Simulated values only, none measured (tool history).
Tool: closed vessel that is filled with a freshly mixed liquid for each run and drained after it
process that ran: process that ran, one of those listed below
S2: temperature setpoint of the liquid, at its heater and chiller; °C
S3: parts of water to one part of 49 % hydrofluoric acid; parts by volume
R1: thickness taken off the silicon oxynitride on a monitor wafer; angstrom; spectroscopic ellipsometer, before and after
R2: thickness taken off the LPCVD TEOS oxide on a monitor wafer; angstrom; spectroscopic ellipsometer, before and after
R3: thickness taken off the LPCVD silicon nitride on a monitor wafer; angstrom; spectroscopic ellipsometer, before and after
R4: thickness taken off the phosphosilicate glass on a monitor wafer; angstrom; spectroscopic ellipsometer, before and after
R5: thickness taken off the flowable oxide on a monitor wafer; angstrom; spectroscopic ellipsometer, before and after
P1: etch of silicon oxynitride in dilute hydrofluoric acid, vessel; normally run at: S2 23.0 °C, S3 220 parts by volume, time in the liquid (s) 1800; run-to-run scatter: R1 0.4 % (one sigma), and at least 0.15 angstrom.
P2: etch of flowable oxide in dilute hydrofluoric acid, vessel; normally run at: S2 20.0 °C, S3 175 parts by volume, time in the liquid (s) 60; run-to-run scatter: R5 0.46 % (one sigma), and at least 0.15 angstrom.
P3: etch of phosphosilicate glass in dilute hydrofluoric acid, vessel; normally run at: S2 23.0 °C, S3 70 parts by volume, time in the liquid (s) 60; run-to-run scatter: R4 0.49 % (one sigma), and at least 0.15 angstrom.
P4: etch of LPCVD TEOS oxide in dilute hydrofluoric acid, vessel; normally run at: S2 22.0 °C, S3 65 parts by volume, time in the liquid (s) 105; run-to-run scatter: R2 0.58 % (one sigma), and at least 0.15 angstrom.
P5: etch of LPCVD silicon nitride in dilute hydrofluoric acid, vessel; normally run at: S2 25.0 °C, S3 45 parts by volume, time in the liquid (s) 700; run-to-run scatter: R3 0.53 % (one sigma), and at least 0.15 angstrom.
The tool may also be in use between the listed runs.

Run 1, hour 13.4: process that ran P1, S2 23.0 °C, S3 220 parts by volume, time in the liquid (s) 1800. Result: R1 195.43 angstrom.
Run 2, hour 20.6: process that ran P1, S2 31.0 °C, S3 220 parts by volume, time in the liquid (s) 2635. Result: R1 401.43 angstrom.
Run 3, hour 33.2: process that ran P4, S2 22.0 °C, S3 65 parts by volume, time in the liquid (s) 105. Result: R2 269.57 angstrom.
Run 4, hour 40.8: process that ran P5, S2 20.0 °C, S3 45 parts by volume, time in the liquid (s) 700. Result: R3 61.8090 angstrom.
Run 5, hour 55.7: process that ran P5, S2 25.0 °C, S3 45 parts by volume, time in the liquid (s) 700. Result: R3 87.4590 angstrom.
Run 6, hour 68.1: process that ran P5, S2 25.0 °C, S3 20 parts by volume, time in the liquid (s) 700. Result: R3 190.5500 angstrom.
Run 7, hour 80.1: process that ran P1, S2 23.0 °C, S3 220 parts by volume, time in the liquid (s) 2780. Result: R1 302.98 angstrom.
Run 8, hour 94.7: process that ran P5, S2 25.0 °C, S3 45 parts by volume, time in the liquid (s) 30. Result: R3 3.8291 angstrom.
Run 9, hour 104.2: process that ran P3, S2 23.0 °C, S3 35 parts by volume, time in the liquid (s) 60. Result: R4 3070.3 angstrom.
Run 10, hour 115.4: process that ran P3, S2 23.0 °C, S3 70 parts by volume, time in the liquid (s) 60. Result: R4 1457.8 angstrom.
Run 11, hour 127.0: process that ran P2, S2 20.0 °C, S3 175 parts by volume, time in the liquid (s) 35. Result: R5 75.70 angstrom.
Run 12, hour 136.8: process that ran P4, S2 22.0 °C, S3 40 parts by volume, time in the liquid (s) 105. Result: R2 456.84 angstrom.
Run 13, hour 144.3: process that ran P1, S2 23.0 °C, S3 220 parts by volume, time in the liquid (s) 1800. Result: R1 196.28 angstrom.
Run 14, hour 158.7: process that ran P3, S2 17.0 °C, S3 70 parts by volume, time in the liquid (s) 60. Result: R4 1145.7 angstrom.
Run 15, hour 170.7: process that ran P2, S2 20.0 °C, S3 175 parts by volume, time in the liquid (s) 60. Result: R5 128.37 angstrom.
Run 16, hour 182.4: process that ran P1, S2 23.0 °C, S3 220 parts by volume, time in the liquid (s) 1015. Result: R1 111.01 angstrom.
Run 17, hour 196.1: process that ran P2, S2 20.0 °C, S3 245 parts by volume, time in the liquid (s) 60. Result: R5 85.69 angstrom.
Run 18, hour 208.3: process that ran P4, S2 22.0 °C, S3 65 parts by volume, time in the liquid (s) 185. Result: R2 477.13 angstrom.
Run 19, hour 215.8: process that ran P1, S2 23.0 °C, S3 105 parts by volume, time in the liquid (s) 1800. Result: R1 449.93 angstrom.
Run 20, hour 228.0: process that ran P2, S2 17.0 °C, S3 175 parts by volume, time in the liquid (s) 60. Result: R5 114.30 angstrom.
Run 21, hour 238.4: process that ran P1, S2 17.0 °C, S3 220 parts by volume, time in the liquid (s) 1800. Result: R1 147.46 angstrom.
Run 22, hour 246.4: process that ran P4, S2 22.0 °C, S3 65 parts by volume, time in the liquid (s) 105. Result: R2 267.37 angstrom.
Run 23, hour 255.3: process that ran P1, S2 23.0 °C, S3 100 parts by volume, time in the liquid (s) 3065. Result: R1 803.65 angstrom.
Run 24, hour 265.2: process that ran P1, S2 23.0 °C, S3 220 parts by volume, time in the liquid (s) 1800. Result: R1 195.54 angstrom.
Run 25, hour 277.3: process that ran P5, S2 25.0 °C, S3 45 parts by volume, time in the liquid (s) 700. Result: R3 86.7060 angstrom.
Run 26, hour 287.9: process that ran P1, S2 23.0 °C, S3 340 parts by volume, time in the liquid (s) 1800. Result: R1 117.86 angstrom.
Run 27, hour 294.5: process that ran P1, S2 23.0 °C, S3 220 parts by volume, time in the liquid (s) 1800. Result: R1 195.54 angstrom.
Run 28, hour 302.0: process that ran P3, S2 23.0 °C, S3 70 parts by volume, time in the liquid (s) 100. Result: R4 2420.7 angstrom.
Run 29, hour 313.7: process that ran P3, S2 23.0 °C, S3 70 parts by volume, time in the liquid (s) 60. Result: R4 1460.7 angstrom.
Run 30, hour 323.8: process that ran P1, S2 23.0 °C, S3 220 parts by volume, time in the liquid (s) 1800. Result: R1 196.44 angstrom.
Run 31, hour 332.9: process that ran P1, S2 31.0 °C, S3 220 parts by volume, time in the liquid (s) 1800. Result: R1 275.88 angstrom.
Run 32, hour 347.8: process that ran P4, S2 27.5 °C, S3 65 parts by volume, time in the liquid (s) 105. Result: R2 341.53 angstrom.
Run 33, hour 356.6: process that ran P1, S2 23.0 °C, S3 220 parts by volume, time in the liquid (s) 1800. Result: R1 195.85 angstrom.
Run 34, hour 365.8: process that ran P1, S2 23.0 °C, S3 220 parts by volume, time in the liquid (s) 1800. Result: R1 197.16 angstrom.
Run 35, hour 376.8: process that ran P1, S2 23.0 °C, S3 220 parts by volume, time in the liquid (s) 1800. Result: R1 190.64 angstrom.
Run 36, hour 384.9: process that ran P1, S2 23.0 °C, S3 220 parts by volume, time in the liquid (s) 1800. Result: R1 188.10 angstrom.
Run 37, hour 393.4: process that ran P1, S2 23.0 °C, S3 220 parts by volume, time in the liquid (s) 1800. Result: R1 186.33 angstrom.
Run 38, hour 408.5: process that ran P1, S2 23.0 °C, S3 220 parts by volume, time in the liquid (s) 1800. Result: R1 183.84 angstrom.
Run 39, hour 421.2: process that ran P1, S2 23.0 °C, S3 220 parts by volume, time in the liquid (s) 1800. Result: R1 184.22 angstrom.
Run 40, hour 431.5: process that ran P1, S2 23.0 °C, S3 220 parts by volume, time in the liquid (s) 1800. Result: R1 181.99 angstrom.
Run 41, hour 443.0: process that ran P1, S2 23.0 °C, S3 220 parts by volume, time in the liquid (s) 1800. Result: R1 182.37 angstrom.

What P1 gives has crept away from where it was. These 2 causes fit the log equally well, each at the size given:
A: liquid colder than its thermometer reads (K) = 1.61
B: hydrofluoric acid flow below the setpoint (%) = 6.02
The creep began at about hour 365.8.

4 check runs are offered, one wafer each, their results left as question marks. Which one tells the causes apart?
Run check 1, hour 454.5: process that ran P4, S2 22.0 °C, S3 65 parts by volume, time in the liquid (s) 105. Result: R2 ?.
Run check 2, hour 454.5: process that ran P3, S2 23.0 °C, S3 70 parts by volume, time in the liquid (s) 60. Result: R4 ?.
Run check 3, hour 454.5: process that ran P5, S2 25.0 °C, S3 45 parts by volume, time in the liquid (s) 700. Result: R3 ?.
Run check 4, hour 454.5: process that ran P2, S2 20.0 °C, S3 175 parts by volume, time in the liquid (s) 60. Result: R5 ?.

What each check would give under each cause:
  check  result     if A     if B
check 1      R2   252.64   252.60
check 2      R4   1368.9   1366.9
check 3      R3  78.0980  81.9350
check 4      R5   121.14   119.97
How far apart the two closest causes lie, in the result that separates them most: check 1 0.01 %; check 2 0.14 %; check 3 4.8 %; check 4 0.97 %
Only check 3 tells the causes apart: in the others they would give nearly the same result.

Then check 3 was run and gave: R3 81.4950 angstrom. Which cause is it?

It is B: hydrofluoric acid flow below the setpoint (%).
